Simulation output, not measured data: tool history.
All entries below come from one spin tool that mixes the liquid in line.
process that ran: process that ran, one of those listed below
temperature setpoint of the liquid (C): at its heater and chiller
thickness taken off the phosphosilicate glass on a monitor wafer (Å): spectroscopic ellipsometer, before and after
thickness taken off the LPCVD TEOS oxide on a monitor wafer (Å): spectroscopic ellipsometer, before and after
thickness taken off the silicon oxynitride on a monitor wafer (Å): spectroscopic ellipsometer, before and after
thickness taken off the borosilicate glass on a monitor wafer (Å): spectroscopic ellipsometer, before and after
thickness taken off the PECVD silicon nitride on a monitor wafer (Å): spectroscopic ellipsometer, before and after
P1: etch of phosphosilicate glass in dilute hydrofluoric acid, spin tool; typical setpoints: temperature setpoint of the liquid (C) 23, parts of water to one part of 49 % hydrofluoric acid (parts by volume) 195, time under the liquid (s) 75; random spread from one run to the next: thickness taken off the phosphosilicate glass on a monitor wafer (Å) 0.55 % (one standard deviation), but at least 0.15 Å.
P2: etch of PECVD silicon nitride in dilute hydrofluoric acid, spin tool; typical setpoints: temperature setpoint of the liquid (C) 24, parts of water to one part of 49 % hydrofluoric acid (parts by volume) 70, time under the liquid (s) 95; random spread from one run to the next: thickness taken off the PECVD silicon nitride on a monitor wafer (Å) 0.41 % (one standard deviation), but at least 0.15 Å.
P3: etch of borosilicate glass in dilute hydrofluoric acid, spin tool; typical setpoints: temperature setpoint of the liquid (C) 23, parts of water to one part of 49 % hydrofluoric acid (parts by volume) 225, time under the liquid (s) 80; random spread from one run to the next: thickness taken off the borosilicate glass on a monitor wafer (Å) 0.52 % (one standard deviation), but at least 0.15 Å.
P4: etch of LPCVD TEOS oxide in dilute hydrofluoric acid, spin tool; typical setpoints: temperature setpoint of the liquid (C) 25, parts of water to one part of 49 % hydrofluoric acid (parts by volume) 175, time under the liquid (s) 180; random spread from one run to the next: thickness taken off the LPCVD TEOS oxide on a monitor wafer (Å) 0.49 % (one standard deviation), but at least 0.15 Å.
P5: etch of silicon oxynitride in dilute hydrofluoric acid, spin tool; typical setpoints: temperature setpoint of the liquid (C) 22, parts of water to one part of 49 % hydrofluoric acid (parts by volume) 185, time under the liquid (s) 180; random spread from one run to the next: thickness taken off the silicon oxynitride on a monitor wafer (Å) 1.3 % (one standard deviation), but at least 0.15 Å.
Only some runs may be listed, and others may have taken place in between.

run	day	process that ran	temperature setpoint of the liquid (C)	parts of water to one part of 49 % hydrofluoric acid (parts by volume)	time under the liquid (s)	hours since the thermometer was replaced	hours since the hydrofluoric acid flow meter was replaced	thickness taken off the phosphosilicate glass on a monitor wafer (Å)	thickness taken off the LPCVD TEOS oxide on a monitor wafer (Å)	thickness taken off the silicon oxynitride on a monitor wafer (Å)	thickness taken off the borosilicate glass on a monitor wafer (Å)	thickness taken off the PECVD silicon nitride on a monitor wafer (Å)
1	0.354	P1	23	195	75	1135.9	643	572.89				
2	0.683	P4	25	175	25	1143.8	650.9		39.541			
3	1.029	P1	23	195	75	1152.1	659.2	569.86				
4	1.521	P5	22	295	180	1163.9	671			10.579		
5	1.842	P4	25	175	180	1171.6	678.7		286.31			
6	2.346	P5	27.5	185	180	1183.7	690.8			23.567		
7	2.821	P5	22	185	180	1195.1	702.2			18.64		
8	3.225	P1	23	195	110	1204.8	711.9	830.78				
9	3.625	P3	23	325	80	1214.4	721.5				52.4	
10	4.158	P5	22	185	335	1227.2	734.3			34.823		
11	4.538	P1	23	195	75	1236.3	743.4	572.86				
12	4.946	P1	23	195	75	1246.1	753.2	566.65				
13	5.412	P2	31.5	70	95	1257.3	764.4					128.8
14	5.717	P1	23	195	75	1264.6	771.7	568.98				
15	5.971	P4	25	105	180	1270.7	777.8		515.04			
16	6.296	P1	23	195	25	1278.5	785.6	188.03				
17	6.617	P3	27.5	225	80	1286.2	793.3				97.376	
18	6.912	P4	31	175	180	1293.3	800.4		352.32			
19	7.246	P2	24	70	95	1301.3	808.4					79.601
20	7.517	P3	23	225	80	1307.8	814.9				82.493	
21	8.012	P1	23	195	75	1319.7	826.8	563.45				
22	8.267	P1	28	195	75	1325.8	832.9	682.82				
23	8.662	P1	19.5	260	75	1335.3	842.4	350.79				
24	9.188	P1	23	195	75	1347.9	855	566.65				
25	9.438	P1	23	115	75	1353.9	861	1045.4				
26	9.829	P1	17	195	75	1363.3	870.4	450.57				
27	10.367	P1	17	280	75	1376.2	883.3	289.14				
28	10.842	P4	25	175	180	1387.6	894.7		287.27			
29	11.342	P2	24	70	15	1399.6	906.7					12.514
30	11.779	P5	22	185	180	1410.1	917.2			18.179		
31	12.25	P2	24	40	95	1421.4	928.5					136.67
32	12.483	P1	23	290	75	1427	934.1	344.86				
33	12.754	P3	23	225	30	1433.5	940.6				31.485	
34	13.212	P1	23	195	75	1444.5	951.6	566.1				
35	13.675	P1	23	195	75	1455.6	962.7	553.66				
36	14.2	P1	23	195	75	1468.2	975.3	546.23				
37	14.625	P1	23	195	75	1478.4	985.5	538.13				

For run 38, what comes out?
38	15.158	P1	23	195	75	1491.2	998.3	?				

Run 38 produced thickness taken off the phosphosilicate glass on a monitor wafer (Å) 534.24.
